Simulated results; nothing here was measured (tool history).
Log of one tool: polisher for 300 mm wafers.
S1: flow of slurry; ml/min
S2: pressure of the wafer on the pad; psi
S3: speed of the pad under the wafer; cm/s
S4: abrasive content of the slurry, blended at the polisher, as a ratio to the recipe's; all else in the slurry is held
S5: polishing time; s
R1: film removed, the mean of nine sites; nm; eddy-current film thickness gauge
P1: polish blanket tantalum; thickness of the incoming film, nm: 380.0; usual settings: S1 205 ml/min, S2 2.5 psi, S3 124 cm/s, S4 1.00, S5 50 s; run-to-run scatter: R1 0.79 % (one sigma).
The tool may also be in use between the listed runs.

run	hour	S1	S2	S3	S4	S5	R1
1	11.0	205	2.5	124	1.00	50	106.240
2	26.4	205	1.1	124	1.00	50	46.366
3	36.9	205	2.5	124	1.00	50	105.860
4	47.7	310	2.5	124	1.00	50	111.940
5	60.4	205	2.5	124	1.00	50	105.060
6	75.9	205	2.5	124	1.00	34	71.371
7	84.5	205	2.5	124	1.00	74	154.090
8	95.6	205	2.5	124	1.00	50	106.380
9	102.6	205	2.5	124	1.30	50	113.790
10	115.8	205	4.0	124	1.00	50	169.280
11	122.9	205	2.5	124	0.50	50	81.388
12	138.4	205	2.5	190	1.00	50	161.970
13	153.8	205	2.5	124	1.00	50	105.810
14	168.7	125	2.5	124	1.00	50	97.430
# hour 173.3: slurry nozzle cleaned
15	175.7	145	2.5	124	0.75	50	92.606
16	187.0	205	2.5	66	1.00	50	56.425
17	201.2	205	2.5	124	1.00	50	106.200
18	216.6	205	2.5	124	1.00	50	103.210
19	231.3	205	2.5	124	1.00	50	101.980
20	239.6	205	2.5	124	1.00	50	98.926
21	248.3	205	2.5	124	1.00	50	98.626
22	262.2	205	2.5	124	1.00	50	98.497
# hour 263.2: slurry nozzle cleaned
# hour 268.0: head pressure recalibrated
23	274.7	205	2.5	124	1.00	50	97.191
24	289.5	205	2.5	124	1.00	50	96.523
25	303.3	205	2.5	124	1.00	50	96.179
26	313.4	205	2.5	124	1.00	50	96.523
27	328.9	205	2.5	124	1.00	50	95.320

The next listed run, before its measurement:
28	337.1	205	2.5	124	1.00	50	?

Run 28 gave R1 95.753 nm.
